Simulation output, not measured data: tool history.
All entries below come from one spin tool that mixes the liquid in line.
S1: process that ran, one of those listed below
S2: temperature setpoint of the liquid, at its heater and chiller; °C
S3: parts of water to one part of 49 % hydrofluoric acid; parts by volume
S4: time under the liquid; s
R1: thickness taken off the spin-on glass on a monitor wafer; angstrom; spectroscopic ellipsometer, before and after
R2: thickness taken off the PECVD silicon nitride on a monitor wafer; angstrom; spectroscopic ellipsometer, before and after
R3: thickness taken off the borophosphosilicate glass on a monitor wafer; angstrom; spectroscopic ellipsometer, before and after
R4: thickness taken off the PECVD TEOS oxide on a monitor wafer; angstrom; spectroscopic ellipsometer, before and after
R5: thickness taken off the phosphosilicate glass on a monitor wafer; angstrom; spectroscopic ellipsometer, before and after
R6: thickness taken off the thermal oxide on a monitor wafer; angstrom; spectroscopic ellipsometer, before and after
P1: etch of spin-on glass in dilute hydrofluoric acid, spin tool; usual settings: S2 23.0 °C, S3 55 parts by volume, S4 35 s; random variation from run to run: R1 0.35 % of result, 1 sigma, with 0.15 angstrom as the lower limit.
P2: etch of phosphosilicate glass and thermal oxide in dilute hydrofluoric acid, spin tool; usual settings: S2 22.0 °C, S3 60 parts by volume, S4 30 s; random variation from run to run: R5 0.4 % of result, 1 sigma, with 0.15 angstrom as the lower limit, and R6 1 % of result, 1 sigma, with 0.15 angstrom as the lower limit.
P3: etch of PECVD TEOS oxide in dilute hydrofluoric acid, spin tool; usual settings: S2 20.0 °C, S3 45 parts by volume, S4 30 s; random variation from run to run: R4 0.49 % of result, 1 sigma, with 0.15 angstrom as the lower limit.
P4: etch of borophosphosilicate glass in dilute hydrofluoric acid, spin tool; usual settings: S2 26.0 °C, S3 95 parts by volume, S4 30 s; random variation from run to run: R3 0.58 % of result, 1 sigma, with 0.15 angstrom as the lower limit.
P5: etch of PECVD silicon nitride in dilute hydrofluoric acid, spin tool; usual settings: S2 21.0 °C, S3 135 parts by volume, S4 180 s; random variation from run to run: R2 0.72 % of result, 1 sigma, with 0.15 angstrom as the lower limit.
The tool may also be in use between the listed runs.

| run | hour | S1 | S2 | S3 | S4 | R1 | R2 | R3 | R4 | R5 | R6 |
|---|---|---|---|---|---|---|---|---|---|---|---|
| 1 | 7.6 | P1 | 23.0 | 55 | 35 | 180.130 |  |  |  |  |  |
| 2 | 13.7 | P5 | 21.0 | 135 | 180 |  | 36.476 |  |  |  |  |
| 3 | 25.0 | P1 | 18.5 | 55 | 55 | 232.840 |  |  |  |  |  |
| 4 | 31.4 | P4 | 26.0 | 50 | 30 |  |  | 240.990 |  |  |  |
| 5 | 39.3 | P5 | 21.0 | 185 | 180 |  | 26.470 |  |  |  |  |
| 6 | 47.1 | P1 | 23.0 | 55 | 35 | 180.630 |  |  |  |  |  |
| 7 | 57.3 | P1 | 23.0 | 55 | 60 | 308.040 |  |  |  |  |  |
|  | 60.1 | hydrofluoric acid flow meter replaced |
| 8 | 68.8 | P5 | 29.5 | 135 | 180 |  | 62.092 |  |  |  |  |
| 9 | 77.8 | P3 | 20.0 | 20 | 30 |  |  |  | 237.470 |  |  |
| 10 | 87.3 | P1 | 23.0 | 55 | 15 | 77.126 |  |  |  |  |  |
| 11 | 95.1 | P1 | 23.0 | 55 | 35 | 179.450 |  |  |  |  |  |
| 12 | 102.0 | P1 | 23.0 | 55 | 35 | 180.140 |  |  |  |  |  |
| 13 | 109.3 | P1 | 23.0 | 55 | 35 | 180.040 |  |  |  |  |  |
| 14 | 114.6 | P4 | 21.0 | 95 | 30 |  |  | 98.068 |  |  |  |
| 15 | 123.8 | P2 | 17.0 | 60 | 30 |  |  |  |  | 255.17 | 18.986 |
| 16 | 129.2 | P4 | 26.0 | 95 | 15 |  |  | 59.866 |  |  |  |
| 17 | 137.5 | P1 | 23.0 | 100 | 35 | 93.912 |  |  |  |  |  |
| 18 | 142.6 | P2 | 22.0 | 60 | 30 |  |  |  |  | 317.50 | 23.526 |
| 19 | 150.6 | P2 | 22.0 | 110 | 30 |  |  |  |  | 162.76 | 12.370 |
| 20 | 157.9 | P1 | 23.0 | 55 | 35 | 180.320 |  |  |  |  |  |
| 21 | 163.8 | P1 | 23.0 | 25 | 35 | 412.600 |  |  |  |  |  |
| 22 | 173.6 | P3 | 20.0 | 45 | 30 |  |  |  | 103.040 |  |  |
| 23 | 180.1 | P3 | 20.0 | 45 | 15 |  |  |  | 51.341 |  |  |
| 24 | 186.3 | P1 | 27.0 | 55 | 35 | 212.550 |  |  |  |  |  |
| 25 | 191.8 | P4 | 26.0 | 95 | 30 |  |  | 119.780 |  |  |  |
| 26 | 201.0 | P1 | 23.0 | 25 | 60 | 703.910 |  |  |  |  |  |
| 27 | 209.2 | P3 | 20.0 | 45 | 30 |  |  |  | 102.580 |  |  |
| 28 | 219.8 | P5 | 21.0 | 135 | 80 |  | 16.290 |  |  |  |  |
| 29 | 231.2 | P2 | 22.0 | 60 | 30 |  |  |  |  | 316.12 | 24.232 |
| 30 | 236.5 | P1 | 30.5 | 100 | 35 | 125.120 |  |  |  |  |  |
| 31 | 247.8 | P3 | 17.0 | 45 | 30 |  |  |  | 90.268 |  |  |
| 32 | 255.9 | P1 | 17.0 | 55 | 35 | 139.950 |  |  |  |  |  |
| 33 | 264.1 | P2 | 22.0 | 60 | 15 |  |  |  |  | 157.37 | 11.969 |
| 34 | 272.0 | P1 | 23.0 | 55 | 35 | 179.070 |  |  |  |  |  |
| 35 | 277.0 | P1 | 23.0 | 55 | 35 | 181.880 |  |  |  |  |  |
| 36 | 288.0 | P1 | 23.0 | 55 | 35 | 186.520 |  |  |  |  |  |
| 37 | 298.4 | P1 | 23.0 | 55 | 35 | 188.020 |  |  |  |  |  |
| 38 | 309.6 | P1 | 23.0 | 55 | 35 | 192.790 |  |  |  |  |  |
| 39 | 317.4 | P1 | 23.0 | 55 | 35 | 193.480 |  |  |  |  |  |
| 40 | 324.1 | P1 | 23.0 | 55 | 35 | 193.850 |  |  |  |  |  |
| 41 | 334.3 | P1 | 23.0 | 55 | 35 | 193.560 |  |  |  |  |  |
| 42 | 343.7 | P1 | 23.0 | 55 | 35 | 193.270 |  |  |  |  |  |
| 43 | 352.7 | P1 | 23.0 | 55 | 35 | 193.480 |  |  |  |  |  |
| 44 | 358.9 | P1 | 23.0 | 55 | 35 | 193.870 |  |  |  |  |  |
| 45 | 368.1 | P1 | 23.0 | 55 | 35 | 194.380 |  |  |  |  |  |

P1 no longer gives what it gave before; its output has crept away from where it was. The following 2 causes, each at its listed size, fit the log equally well:
A: liquid hotter than its thermometer reads (K) = 1.9
B: hydrofluoric acid flow above the setpoint (%) = 7.56
The gradual shift began around hour 272.0.

Consider the 4 check runs below, whose results appear as question marks and each of which averages 2 wafers. Which one distinguishes the causes, in that each cause would give it a clearly different result?
| check 1 | 377.3 | P3 | 20.0 | 45 | 30 |  |  |  | ? |  |  |
| check 2 | 377.3 | P4 | 26.0 | 95 | 30 |  |  | ? |  |  |  |
| check 3 | 377.3 | P5 | 21.0 | 135 | 180 |  | ? |  |  |  |  |
| check 4 | 377.3 | P2 | 22.0 | 60 | 30 |  |  |  |  | ? | ? |

What each check would give under each cause:
| check | result | if A | if B |
|---|---|---|---|
| check 1 | R4 | 111.510 | 111.090 |
| check 2 | R3 | 129.100 | 130.140 |
| check 3 | R2 | 41.109 | 38.940 |
| check 4 | R5 | 341.51 | 341.49 |
| check 4 | R6 | 25.780 | 25.779 |
Per-check spread between the two closest causes, in the result where they differ most: check 1 0.38 %; check 2 0.81 %; check 3 5.42 %; check 4 0 %
The causes can be told apart only by check 3. The other checks would give nearly the same results under each of them.

Check 3 was then run and gave: R2 39.293 angstrom. Which cause is it?

The cause is B: hydrofluoric acid flow above the setpoint (%).

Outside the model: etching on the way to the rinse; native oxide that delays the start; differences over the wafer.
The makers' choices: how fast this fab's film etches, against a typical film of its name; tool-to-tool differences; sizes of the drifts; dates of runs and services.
